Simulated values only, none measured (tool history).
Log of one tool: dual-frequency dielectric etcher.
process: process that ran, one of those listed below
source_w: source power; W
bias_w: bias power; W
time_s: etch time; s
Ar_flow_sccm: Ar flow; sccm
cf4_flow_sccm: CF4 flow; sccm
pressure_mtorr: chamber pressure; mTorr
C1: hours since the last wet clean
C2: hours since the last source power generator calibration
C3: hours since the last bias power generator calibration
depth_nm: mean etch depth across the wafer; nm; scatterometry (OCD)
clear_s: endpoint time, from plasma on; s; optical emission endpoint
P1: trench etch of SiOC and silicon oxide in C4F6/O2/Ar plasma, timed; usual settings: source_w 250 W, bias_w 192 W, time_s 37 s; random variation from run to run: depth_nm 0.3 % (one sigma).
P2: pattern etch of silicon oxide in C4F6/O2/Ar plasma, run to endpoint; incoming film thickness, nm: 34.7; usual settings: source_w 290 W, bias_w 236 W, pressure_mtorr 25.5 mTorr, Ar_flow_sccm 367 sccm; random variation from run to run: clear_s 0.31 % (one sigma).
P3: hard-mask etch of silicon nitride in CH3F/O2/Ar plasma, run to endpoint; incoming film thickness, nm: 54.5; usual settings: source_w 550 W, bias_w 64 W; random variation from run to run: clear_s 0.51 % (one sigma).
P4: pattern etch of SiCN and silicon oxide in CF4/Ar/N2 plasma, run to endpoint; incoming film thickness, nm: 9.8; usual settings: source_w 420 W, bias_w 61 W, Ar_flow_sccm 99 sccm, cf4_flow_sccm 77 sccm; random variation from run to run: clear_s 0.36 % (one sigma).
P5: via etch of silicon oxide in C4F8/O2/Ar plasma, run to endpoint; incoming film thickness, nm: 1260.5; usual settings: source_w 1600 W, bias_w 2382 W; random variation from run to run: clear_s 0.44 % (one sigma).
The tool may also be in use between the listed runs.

Run 1, hour 10.4: process P1, source_w 250 W, bias_w 192 W, time_s 37 s; C1 290.7; C2 814.9; C3 901.8. Result: depth_nm 63.975 nm.
Run 2, hour 15.8: process P5, source_w 1600 W, bias_w 2382 W; C1 296.1; C2 820.3; C3 907.2. Result: clear_s 252.06 s.
Run 3, hour 26.7: process P3, source_w 550 W, bias_w 80 W; C1 307; C2 831.2; C3 918.1. Result: clear_s 68.161 s.
Run 4, hour 35.9: process P4, source_w 420 W, bias_w 61 W, Ar_flow_sccm 132 sccm, cf4_flow_sccm 77 sccm; C1 316.2; C2 840.4; C3 927.3. Result: clear_s 13.597 s.
Run 5, hour 42.1: process P3, source_w 550 W, bias_w 64 W; C1 322.4; C2 846.6; C3 933.5. Result: clear_s 73.164 s.
Run 6, hour 47.9: process P2, source_w 290 W, bias_w 236 W, Ar_flow_sccm 367 sccm, pressure_mtorr 30.5 mTorr; C1 328.2; C2 852.4; C3 939.3. Result: clear_s 11.445 s.
Run 7, hour 54.2: process P2, source_w 360 W, bias_w 236 W, Ar_flow_sccm 367 sccm, pressure_mtorr 25.5 mTorr; C1 334.5; C2 858.7; C3 945.6. Result: clear_s 10.331 s.
Run 8, hour 61.7: process P4, source_w 420 W, bias_w 61 W, Ar_flow_sccm 99 sccm, cf4_flow_sccm 77 sccm; C1 342; C2 866.2; C3 953.1. Result: clear_s 13.035 s.
Run 9, hour 73.9: process P1, source_w 250 W, bias_w 192 W, time_s 37 s; C1 354.2; C2 878.4; C3 965.3. Result: depth_nm 63.494 nm.
Run 10, hour 82.6: process P1, source_w 250 W, bias_w 146 W, time_s 24 s; C1 362.9; C2 887.1; C3 974. Result: depth_nm 37.952 nm.
Run 11, hour 89.5: process P1, source_w 250 W, bias_w 192 W, time_s 48 s; C1 369.8; C2 894; C3 980.9. Result: depth_nm 82.355 nm.
Run 12, hour 101.8: process P1, source_w 350 W, bias_w 192 W, time_s 37 s; C1 382.1; C2 906.3; C3 993.2. Result: depth_nm 72.446 nm.
Run 13, hour 108.3: process P2, source_w 290 W, bias_w 154 W, Ar_flow_sccm 367 sccm, pressure_mtorr 25.5 mTorr; C1 388.6; C2 912.8; C3 999.7. Result: clear_s 12.913 s.
Run 14, hour 120.4: process P5, source_w 1600 W, bias_w 2382 W; C1 400.7; C2 924.9; C3 1011.8. Result: clear_s 251.85 s.
Run 15, hour 126.7: process P1, source_w 250 W, bias_w 235 W, time_s 37 s; C1 407; C2 931.2; C3 1018.1. Result: depth_nm 67.974 nm.
Run 16, hour 132: process P5, source_w 2070 W, bias_w 2382 W; C1 412.3; C2 936.5; C3 1023.4. Result: clear_s 226.23 s.
Run 17, hour 142.9: process P1, source_w 250 W, bias_w 192 W, time_s 37 s; C1 423.2; C2 947.4; C3 1034.3. Result: depth_nm 63.535 nm.
Run 18, hour 149.5: process P1, source_w 250 W, bias_w 117 W, time_s 37 s; C1 429.8; C2 954; C3 1040.9. Result: depth_nm 54.15 nm.
Run 19, hour 161.3: process P2, source_w 290 W, bias_w 236 W, Ar_flow_sccm 367 sccm, pressure_mtorr 25.5 mTorr; C1 441.6; C2 965.8; C3 1052.7. Result: clear_s 11.223 s.
Run 20, hour 169.2: process P1, source_w 160 W, bias_w 192 W, time_s 37 s; C1 449.5; C2 973.7; C3 1060.6. Result: depth_nm 53.793 nm.
Run 21, hour 179.5: process P5, source_w 1600 W, bias_w 2905 W; C1 459.8; C2 984; C3 1070.9. Result: clear_s 236.31 s.
Run 22, hour 191.9: process P3, source_w 390 W, bias_w 64 W; C1 472.2; C2 996.4; C3 1083.3. Result: clear_s 83.377 s.
At hour 196.5: wet clean of the chamber.
Run 23, hour 203.7: process P2, source_w 290 W, bias_w 236 W, Ar_flow_sccm 367 sccm, pressure_mtorr 25.5 mTorr; C1 7.2; C2 1008.2; C3 1095.1. Result: clear_s 11.202 s.
Run 24, hour 212: process P1, source_w 250 W, bias_w 192 W, time_s 24 s; C1 15.5; C2 1016.5; C3 1103.4. Result: depth_nm 41.503 nm.
Run 25, hour 223.9: process P4, source_w 290 W, bias_w 61 W, Ar_flow_sccm 99 sccm, cf4_flow_sccm 77 sccm; C1 27.4; C2 1028.4; C3 1115.3. Result: clear_s 18.055 s.
Run 26, hour 234.5: process P1, source_w 250 W, bias_w 230 W, time_s 23 s; C1 38; C2 1039; C3 1125.9. Result: depth_nm 41.885 nm.
Run 27, hour 241.5: process P4, source_w 420 W, bias_w 38 W, Ar_flow_sccm 99 sccm, cf4_flow_sccm 77 sccm; C1 45; C2 1046; C3 1132.9. Result: clear_s 15.008 s.
Run 28, hour 247.9: process P3, source_w 550 W, bias_w 64 W; C1 51.4; C2 1052.4; C3 1139.3. Result: clear_s 73.16 s.
Run 29, hour 253.8: process P4, source_w 420 W, bias_w 61 W, Ar_flow_sccm 99 sccm, cf4_flow_sccm 49 sccm; C1 57.3; C2 1058.3; C3 1145.2. Result: clear_s 13.951 s.
Run 30, hour 260.3: process P2, source_w 290 W, bias_w 236 W, Ar_flow_sccm 233 sccm, pressure_mtorr 25.5 mTorr; C1 63.8; C2 1064.8; C3 1151.7. Result: clear_s 10.635 s.
Run 31, hour 270.4: process P1, source_w 250 W, bias_w 192 W, time_s 37 s; C1 73.9; C2 1074.9; C3 1161.8. Result: depth_nm 63.538 nm.
Run 32, hour 277.1: process P1, source_w 250 W, bias_w 262 W, time_s 23.5 s; C1 80.6; C2 1081.6; C3 1168.5. Result: depth_nm 44.825 nm.
Run 33, hour 285.5: process P1, source_w 250 W, bias_w 192 W, time_s 37 s; C1 89; C2 1090; C3 1176.9. Result: depth_nm 63.615 nm.
Run 34, hour 292.5: process P1, source_w 250 W, bias_w 192 W, time_s 37 s; C1 96; C2 1097; C3 1183.9. Result: depth_nm 64.34 nm.
Run 35, hour 303.4: process P1, source_w 250 W, bias_w 192 W, time_s 37 s; C1 106.9; C2 1107.9; C3 1194.8. Result: depth_nm 64.235 nm.
Run 36, hour 313.5: process P1, source_w 250 W, bias_w 192 W, time_s 37 s; C1 117; C2 1118; C3 1204.9. Result: depth_nm 64.715 nm.
Run 37, hour 324.2: process P1, source_w 250 W, bias_w 192 W, time_s 37 s; C1 127.7; C2 1128.7; C3 1215.6. Result: depth_nm 64.65 nm.
Run 38, hour 335.9: process P1, source_w 250 W, bias_w 192 W, time_s 37 s; C1 139.4; C2 1140.4; C3 1227.3. Result: depth_nm 64.773 nm.
At hour 336.2: wet clean of the chamber.
Run 39, hour 345.9: process P1, source_w 250 W, bias_w 192 W, time_s 37 s; C1 9.7; C2 1150.4; C3 1237.3. Result: depth_nm 64.656 nm.
Run 40, hour 352.1: process P1, source_w 250 W, bias_w 192 W, time_s 37 s; C1 15.9; C2 1156.6; C3 1243.5. Result: depth_nm 64.898 nm.
Run 41, hour 361.5: process P1, source_w 250 W, bias_w 192 W, time_s 37 s; C1 25.3; C2 1166; C3 1252.9. Result: depth_nm 64.717 nm.
Run 42, hour 373.9: process P1, source_w 250 W, bias_w 192 W, time_s 37 s; C1 37.7; C2 1178.4; C3 1265.3. Result: depth_nm 64.767 nm.
Run 43, hour 382: process P1, source_w 250 W, bias_w 192 W, time_s 37 s; C1 45.8; C2 1186.5; C3 1273.4. Result: depth_nm 64.547 nm.

What P1 gives has crept away from where it was. These 2 causes fit the log equally well, each at the size given:
A: source power that arrives over what is set, % = 3.96
B: bias power that arrives over what is set, % = 4.58
The creep began at about hour 285.5.
Why every other cause is out:
chamber walls in a state that raises the etch rate, %: serviced at hour 336.2, which brought nothing back

4 check runs are offered, each on 2 wafers whose results are averaged, their results left as question marks. Which one tells the causes apart?
Run check 1, hour 390.1: process P3, source_w 450 W, bias_w 75 W. Result: clear_s ?.
Run check 2, hour 390.1: process P4, source_w 420 W, bias_w 49 W, Ar_flow_sccm 99 sccm, cf4_flow_sccm 65 sccm. Result: clear_s ?.
Run check 3, hour 390.1: process P2, source_w 340 W, bias_w 158 W, Ar_flow_sccm 367 sccm, pressure_mtorr 25.5 mTorr. Result: clear_s ?.
Run check 4, hour 390.1: process P5, source_w 1870 W, bias_w 2382 W. Result: clear_s ?.

What each check would give under each cause:
  check   result    if A    if B
check 1  clear_s  73.761  73.711
check 2  clear_s   13.87  14.157
check 3  clear_s  11.838  11.852
check 4  clear_s  232.97  233.42
How far apart the two closest causes lie, in the result that separates them most: check 1 0.07 %; check 2 2.05 %; check 3 0.12 %; check 4 0.19 %
Only check 2 tells the causes apart: in the others they would give nearly the same result.

Check 2 was then run and gave: clear_s 14.14 s. Which cause is it?

It is B: bias power that arrives over what is set, %.
